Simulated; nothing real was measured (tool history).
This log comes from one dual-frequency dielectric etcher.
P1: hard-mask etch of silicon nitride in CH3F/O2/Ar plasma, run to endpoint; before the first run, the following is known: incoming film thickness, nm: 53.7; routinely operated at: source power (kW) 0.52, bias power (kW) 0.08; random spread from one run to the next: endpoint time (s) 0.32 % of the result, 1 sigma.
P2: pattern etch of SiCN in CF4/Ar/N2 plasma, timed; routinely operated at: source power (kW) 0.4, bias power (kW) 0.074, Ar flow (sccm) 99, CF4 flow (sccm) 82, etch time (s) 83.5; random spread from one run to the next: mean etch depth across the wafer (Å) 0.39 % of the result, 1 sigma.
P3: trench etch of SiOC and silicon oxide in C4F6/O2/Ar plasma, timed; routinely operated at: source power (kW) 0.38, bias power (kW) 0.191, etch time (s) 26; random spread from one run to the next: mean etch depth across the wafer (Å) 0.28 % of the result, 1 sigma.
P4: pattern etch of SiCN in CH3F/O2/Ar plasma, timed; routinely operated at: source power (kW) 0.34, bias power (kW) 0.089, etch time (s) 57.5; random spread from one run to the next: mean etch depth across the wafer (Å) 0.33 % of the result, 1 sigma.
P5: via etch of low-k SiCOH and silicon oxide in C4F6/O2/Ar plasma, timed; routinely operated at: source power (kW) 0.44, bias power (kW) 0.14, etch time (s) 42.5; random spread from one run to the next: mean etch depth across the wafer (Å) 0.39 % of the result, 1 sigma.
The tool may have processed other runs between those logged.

| run | hour | process that ran | source power (kW) | bias power (kW) | etch time (s) | Ar flow (sccm) | CF4 flow (sccm) | hours since the last wet clean | hours since the last source power generator calibration | hours since the last bias power generator calibration | endpoint time (s) | mean etch depth across the wafer (Å) |
|---|---|---|---|---|---|---|---|---|---|---|---|---|
| 1 | 9.4 | P1 | 0.52 | 0.08 |  |  |  | 361.9 | 1893.7 | 550.9 | 68.163 |  |
| 2 | 15.6 | P3 | 0.38 | 0.191 | 16.5 |  |  | 368.1 | 1899.9 | 557.1 |  | 320.19 |
| 3 | 25.6 | P2 | 0.4 | 0.074 | 83.5 | 99 | 102 | 378.1 | 1909.9 | 567.1 |  | 681.69 |
| 4 | 33.5 | P1 | 0.52 | 0.08 |  |  |  | 386 | 1917.8 | 575 | 68.241 |  |
| 5 | 45.7 | P2 | 0.4 | 0.074 | 62 | 99 | 82 | 398.2 | 1930 | 587.2 |  | 496.7 |
| 6 | 58.2 | P2 | 0.4 | 0.044 | 83.5 | 99 | 82 | 410.7 | 1942.5 | 599.7 |  | 560.61 |
| 7 | 67 | P5 | 0.44 | 0.091 | 42.5 |  |  | 419.5 | 1951.3 | 608.5 |  | 951.61 |
| 8 | 75.5 | P4 | 0.34 | 0.119 | 57.5 |  |  | 428 | 1959.8 | 617 |  | 251.28 |
| 9 | 88.4 | P3 | 0.38 | 0.26 | 26 |  |  | 440.9 | 1972.7 | 629.9 |  | 561.89 |
| 10 | 94.6 | P2 | 0.4 | 0.074 | 83.5 | 99 | 82 | 447.1 | 1978.9 | 636.1 |  | 664.87 |
| 11 | 101.4 | P5 | 0.44 | 0.14 | 42.5 |  |  | 453.9 | 1985.7 | 642.9 |  | 1073.2 |
| 12 | 109.1 | P1 | 0.67 | 0.08 |  |  |  | 461.6 | 1993.4 | 650.6 | 62.464 |  |
| 13 | 118.2 | P4 | 0.21 | 0.089 | 57.5 |  |  | 470.7 | 2002.5 | 659.7 |  | 188.06 |
| 14 | 130.1 | P4 | 0.34 | 0.089 | 57.5 |  |  | 482.6 | 2014.4 | 671.6 |  | 223.01 |
| 15 | 140.3 | P1 | 0.52 | 0.048 |  |  |  | 492.8 | 2024.6 | 681.8 | 80.677 |  |
| 16 | 151.2 | P3 | 0.38 | 0.191 | 26 |  |  | 503.7 | 2035.5 | 692.7 |  | 505.35 |
| 17 | 157.7 | P5 | 0.31 | 0.14 | 42.5 |  |  | 510.2 | 2042 | 699.2 |  | 929.56 |
| 18 | 164.8 | P1 | 0.52 | 0.104 |  |  |  | 517.3 | 2049.1 | 706.3 | 62.334 |  |
|  | 166.5 | bias power generator calibrated |
| 19 | 177.2 | P1 | 0.42 | 0.066 |  |  |  | 529.7 | 2061.5 | 10.7 | 79.38 |  |
| 20 | 185.4 | P1 | 0.52 | 0.08 |  |  |  | 537.9 | 2069.7 | 18.9 | 69.007 |  |
| 21 | 196.7 | P4 | 0.34 | 0.089 | 78 |  |  | 549.2 | 2081 | 30.2 |  | 300.72 |
| 22 | 204.7 | P2 | 0.28 | 0.074 | 83.5 | 99 | 82 | 557.2 | 2089 | 38.2 |  | 486.41 |
| 23 | 213.6 | P1 | 0.52 | 0.08 |  |  |  | 566.1 | 2097.9 | 47.1 | 68.637 |  |
| 24 | 225 | P1 | 0.42 | 0.108 |  |  |  | 577.5 | 2109.3 | 58.5 | 66.845 |  |
| 25 | 237.5 | P3 | 0.25 | 0.191 | 26 |  |  | 590 | 2121.8 | 71 |  | 429.9 |
| 26 | 249.3 | P1 | 0.52 | 0.08 |  |  |  | 601.8 | 2133.6 | 82.8 | 68.3 |  |
| 27 | 255.9 | P5 | 0.44 | 0.14 | 29 |  |  | 608.4 | 2140.2 | 89.4 |  | 732.63 |
| 28 | 266.7 | P1 | 0.31 | 0.08 |  |  |  | 619.2 | 2151 | 100.2 | 82.984 |  |
| 29 | 275.4 | P1 | 0.52 | 0.08 |  |  |  | 627.9 | 2159.7 | 108.9 | 68.348 |  |
| 30 | 284.7 | P2 | 0.4 | 0.074 | 83.5 | 57 | 82 | 637.2 | 2169 | 118.2 |  | 713.25 |
| 31 | 290.8 | P1 | 0.52 | 0.08 |  |  |  | 643.3 | 2175.1 | 124.3 | 68.306 |  |
| 32 | 298.8 | P1 | 0.52 | 0.08 |  |  |  | 651.3 | 2183.1 | 132.3 | 68.095 |  |
| 33 | 308.7 | P1 | 0.52 | 0.08 |  |  |  | 661.2 | 2193 | 142.2 | 68.082 |  |
| 34 | 315.9 | P1 | 0.52 | 0.08 |  |  |  | 668.4 | 2200.2 | 149.4 | 67.396 |  |
| 35 | 326.3 | P1 | 0.52 | 0.08 |  |  |  | 678.8 | 2210.6 | 159.8 | 67.165 |  |
| 36 | 336.7 | P1 | 0.52 | 0.08 |  |  |  | 689.2 | 2221 | 170.2 | 67.7 |  |
| 37 | 345 | P1 | 0.52 | 0.08 |  |  |  | 697.5 | 2229.3 | 178.5 | 67.631 |  |
|  | 353.3 | wet clean of the chamber |
| 38 | 355.5 | P1 | 0.52 | 0.08 |  |  |  | 2.2 | 2239.8 | 189 | 67.733 |  |
| 39 | 363.5 | P1 | 0.52 | 0.08 |  |  |  | 10.2 | 2247.8 | 197 | 67.591 |  |
| 40 | 375.4 | P1 | 0.52 | 0.08 |  |  |  | 22.1 | 2259.7 | 208.9 | 67.446 |  |
| 41 | 381.5 | P1 | 0.52 | 0.08 |  |  |  | 28.2 | 2265.8 | 215 | 67.31 |  |

Something has made what P1 gives creep away from where it was; the 2 causes below, each at its own stated size, fit the log equally well:
A: bias power that arrives over what is set, % = 4.67
B: source power that arrives over what is set, % = 4.25
The onset of the drift is placed at about hour 290.8.
All other causes, with the reason each is excluded:
chamber walls in a state that raises the etch rate, %: serviced after onset, at hour 353.3, with no recovery of the prior output

The list below offers 4 check runs, each averaging the results of 2 wafers, and shows each result as a question mark. For which of them would the listed causes give clearly different results?
| check 1 | 387.6 | P5 | 0.44 | 0.097 | 42.5 |  |  |  |  |  |  | ? |
| check 2 | 387.6 | P4 | 0.24 | 0.089 | 57.5 |  |  |  |  |  |  | ? |
| check 3 | 387.6 | P3 | 0.25 | 0.191 | 26 |  |  |  |  |  |  | ? |
| check 4 | 387.6 | P2 | 0.29 | 0.074 | 83.5 | 99 | 82 |  |  |  |  | ? |

If the cause were each of the candidates in turn, the checks would give the following:
| check | result | if A | if B |
|---|---|---|---|
| check 1 | mean etch depth across the wafer (Å) | 978.49 | 983 |
| check 2 | mean etch depth across the wafer (Å) | 199.88 | 199.45 |
| check 3 | mean etch depth across the wafer (Å) | 437.19 | 437.54 |
| check 4 | mean etch depth across the wafer (Å) | 509.52 | 520.03 |
Smallest distance between any two causes, each pair judged by its most separating result, in per cent: check 1 0.46 %; check 2 0.22 %; check 3 0.08 %; check 4 2.04 %
Check 4 distinguishes between the causes, while the remaining checks would return nearly the same result for all of them.

Then check 4 was run and gave: mean etch depth across the wafer (Å) 520.9. Which cause is it?

The correct cause is B, namely: source power that arrives over what is set, %.
